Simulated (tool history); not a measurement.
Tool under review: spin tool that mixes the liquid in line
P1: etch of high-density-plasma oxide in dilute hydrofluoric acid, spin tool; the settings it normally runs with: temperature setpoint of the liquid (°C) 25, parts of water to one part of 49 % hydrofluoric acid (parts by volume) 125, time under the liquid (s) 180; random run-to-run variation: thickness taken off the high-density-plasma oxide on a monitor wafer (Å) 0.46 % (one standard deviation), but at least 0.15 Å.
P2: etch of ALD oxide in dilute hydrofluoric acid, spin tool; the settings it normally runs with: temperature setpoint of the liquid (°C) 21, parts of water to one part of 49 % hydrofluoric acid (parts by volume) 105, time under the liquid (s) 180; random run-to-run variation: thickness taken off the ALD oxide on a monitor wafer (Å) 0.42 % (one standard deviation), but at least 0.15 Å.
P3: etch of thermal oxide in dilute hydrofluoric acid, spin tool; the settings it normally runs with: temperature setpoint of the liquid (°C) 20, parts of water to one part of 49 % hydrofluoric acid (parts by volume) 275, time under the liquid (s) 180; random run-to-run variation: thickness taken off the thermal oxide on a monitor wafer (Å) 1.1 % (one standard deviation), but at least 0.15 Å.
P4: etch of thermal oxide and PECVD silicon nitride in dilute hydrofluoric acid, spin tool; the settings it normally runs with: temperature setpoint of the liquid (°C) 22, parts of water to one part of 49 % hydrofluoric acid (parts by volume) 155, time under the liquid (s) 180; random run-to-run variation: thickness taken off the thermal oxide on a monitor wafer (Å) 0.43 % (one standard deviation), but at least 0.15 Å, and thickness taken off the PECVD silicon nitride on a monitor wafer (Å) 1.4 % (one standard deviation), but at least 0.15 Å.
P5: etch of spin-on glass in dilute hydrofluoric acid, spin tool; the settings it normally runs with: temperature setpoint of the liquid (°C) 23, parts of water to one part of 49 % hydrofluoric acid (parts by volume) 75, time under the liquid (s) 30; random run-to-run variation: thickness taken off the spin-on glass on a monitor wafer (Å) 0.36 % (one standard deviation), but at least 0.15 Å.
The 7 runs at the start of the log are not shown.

run	day	process that ran	temperature setpoint of the liquid (°C)	parts of water to one part of 49 % hydrofluoric acid (parts by volume)	time under the liquid (s)	thickness taken off the high-density-plasma oxide on a monitor wafer (Å)	thickness taken off the ALD oxide on a monitor wafer (Å)	thickness taken off the spin-on glass on a monitor wafer (Å)	thickness taken off the thermal oxide on a monitor wafer (Å)	thickness taken off the PECVD silicon nitride on a monitor wafer (Å)
8	4.512	P1	25	125	180	151.06				
9	5.038	P2	21	105	345		389.9			
10	5.575	P5	23	75	30			153.96		
11	6.092	P3	20	480	180				10.105	
12	6.55	P1	25	70	180	287.98				
13	7.004	P2	21	105	180		201.95			
14	7.696	P1	25	170	290	169.83				
15	8.038	P1	30	125	180	182.69				
16	8.667	P4	29	155	180				61.762	26.394
17	9.15	P1	25	125	180	152.11				
18	9.75	P2	21	105	180		203.87			
19	10.267	P1	25	220	345	147.75				
20	10.7	P4	22	155	365				96.44	34.296
21	11.392	P1	18	165	180	83.772				
22	12.058	P5	30	75	30			202.34		
23	12.504	P3	17	275	180				18.443	
24	13.05	P1	25	125	180	151.79				
25	13.454	P4	22	290	180				22.081	9.2522
26	14.171	P3	20	275	355				40.71	
27	14.65	P1	25	125	320	269.34				
28	15.358	P2	21	165	180		121.01			
29	15.733	P1	19	125	180	118.53				
30	16.392	P5	23	75	15			76.816		

For run 31, what comes out?
31	16.833	P3	20	275	180				?	

Run 31 gave thickness taken off the thermal oxide on a monitor wafer (Å) 21.004.
